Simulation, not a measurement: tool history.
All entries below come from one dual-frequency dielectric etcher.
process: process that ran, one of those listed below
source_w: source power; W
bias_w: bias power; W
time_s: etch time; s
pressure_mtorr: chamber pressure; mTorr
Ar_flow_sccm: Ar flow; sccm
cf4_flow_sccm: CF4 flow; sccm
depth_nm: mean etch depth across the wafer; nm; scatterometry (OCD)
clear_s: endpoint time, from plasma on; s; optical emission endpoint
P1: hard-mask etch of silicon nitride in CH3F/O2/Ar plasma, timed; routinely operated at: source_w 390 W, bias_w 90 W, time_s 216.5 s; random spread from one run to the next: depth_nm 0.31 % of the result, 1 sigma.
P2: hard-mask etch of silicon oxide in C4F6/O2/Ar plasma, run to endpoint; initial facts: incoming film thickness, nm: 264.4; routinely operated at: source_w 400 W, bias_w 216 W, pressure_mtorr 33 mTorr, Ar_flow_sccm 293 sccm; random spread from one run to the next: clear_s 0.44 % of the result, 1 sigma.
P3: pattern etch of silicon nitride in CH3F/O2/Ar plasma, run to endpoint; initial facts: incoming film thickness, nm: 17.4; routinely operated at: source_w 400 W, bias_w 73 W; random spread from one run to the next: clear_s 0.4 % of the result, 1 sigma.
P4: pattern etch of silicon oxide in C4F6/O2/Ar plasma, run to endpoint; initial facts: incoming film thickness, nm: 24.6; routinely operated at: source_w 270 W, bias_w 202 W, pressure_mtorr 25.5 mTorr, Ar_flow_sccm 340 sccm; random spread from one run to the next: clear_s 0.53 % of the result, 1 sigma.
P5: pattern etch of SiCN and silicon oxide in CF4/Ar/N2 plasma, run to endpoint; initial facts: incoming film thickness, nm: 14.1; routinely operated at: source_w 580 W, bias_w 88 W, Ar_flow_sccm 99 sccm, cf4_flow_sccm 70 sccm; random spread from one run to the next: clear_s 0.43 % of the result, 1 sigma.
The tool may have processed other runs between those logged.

run,day,process,source_w,bias_w,time_s,pressure_mtorr,Ar_flow_sccm,cf4_flow_sccm,hours since the last wet clean,hours since the last source power generator calibration,hours since the last bias power generator calibration,depth_nm,clear_s
1,0.354,P1,390,90,216.5,,,,210,1391.3,426.1,157.84,
2,0.662,P4,270,202,,25.5,467,,217.4,1398.7,433.5,,8.8327
3,1.075,P4,180,202,,25.5,340,,227.3,1408.6,443.4,,10.012
4,1.6,P4,270,202,,34.5,340,,239.9,1421.2,456,,8.833
5,1.979,P2,400,216,,26.5,293,,249,1430.3,465.1,,76.658
6,2.571,P1,390,108,216.5,,,,263.2,1444.5,479.3,170.35,
7,2.996,P1,480,90,216.5,,,,273.4,1454.7,489.5,170.9,
8,3.483,P5,580,88,,,99,70,285.1,1466.4,501.2,,12.266
9,3.808,P2,400,216,,33,293,,292.9,1474.2,509,,78.909
10,4.275,P4,270,267,,25.5,340,,304.1,1485.4,520.2,,7.7162
11,4.833,P2,400,216,,33,293,,317.5,1498.8,533.6,,78.864
12,5.233,P3,510,73,,,,,327.1,1508.4,543.2,,22.618
13,5.542,P5,580,55,,,99,70,334.5,1515.8,550.6,,14.364
14,6.025,P1,390,90,129,,,,346.1,1527.4,562.2,95.016,
15,6.554,P5,580,88,,,99,94,358.8,1540.1,574.9,,11.724
16,6.829,P2,400,161,,33,293,,365.4,1546.7,581.5,,87.46
17,7.25,P5,750,88,,,99,70,375.5,1556.8,591.6,,9.7372
18,7.554,P2,300,216,,33,293,,382.8,1564.1,598.9,,87.985
19,8.025,P1,390,90,216.5,,,,394.1,1575.4,610.2,159.57,
20,8.625,P1,390,90,289,,,,408.5,1589.8,624.6,211.97,
21,8.942,P1,390,90,216.5,,,,416.1,1597.4,632.2,158.14,
22,9.4,P1,390,90,216.5,,,,427.1,1608.4,643.2,159.37,
23,9.758,P1,390,56,216.5,,,,435.7,1617,651.8,134.6,
24,10.062,P1,390,105,279,,,,443,1624.3,659.1,216.77,
25,10.358,P1,240,90,216.5,,,,450.1,1631.4,666.2,132.15,
26,10.754,P2,400,216,,33,238,,459.6,1640.9,675.7,,77.393
27,11.188,P1,390,90,216.5,,,,470,1651.3,686.1,159.05,
28,11.525,P4,270,202,,25.5,340,,478.1,1659.4,694.2,,8.4903
29,12.083,P1,390,90,216.5,,,,491.5,1672.8,707.6,159.21,
30,12.35,P3,400,92,,,,,497.9,1679.2,714,,23.003
31,12.825,P3,400,73,,,,,509.3,1690.6,725.4,,25.002
32,13.375,P5,580,88,,,121,70,522.5,1703.8,738.6,,12.543
33,13.933,P1,390,90,216.5,,,,535.9,1717.2,752,159.43,
34,14.225,P1,390,90,216.5,,,,542.9,1724.2,759,157.41,
35,14.758,P1,390,90,216.5,,,,555.7,1737,771.8,156.4,
36,15.225,P1,390,90,216.5,,,,566.9,1748.2,783,156.57,
# day 15.325: wet clean of the chamber
37,15.721,P1,390,90,216.5,,,,9.5,1760.1,794.9,155.77,
38,16.012,P1,390,90,216.5,,,,16.5,1767.1,801.9,157.07,
39,16.596,P1,390,90,216.5,,,,30.5,1781.1,815.9,156.97,

What does the tool deliver on the next run?
40,17.083,P1,390,90,216.5,,,,42.2,1792.8,827.6,?,

depth_nm: 155.58 nm
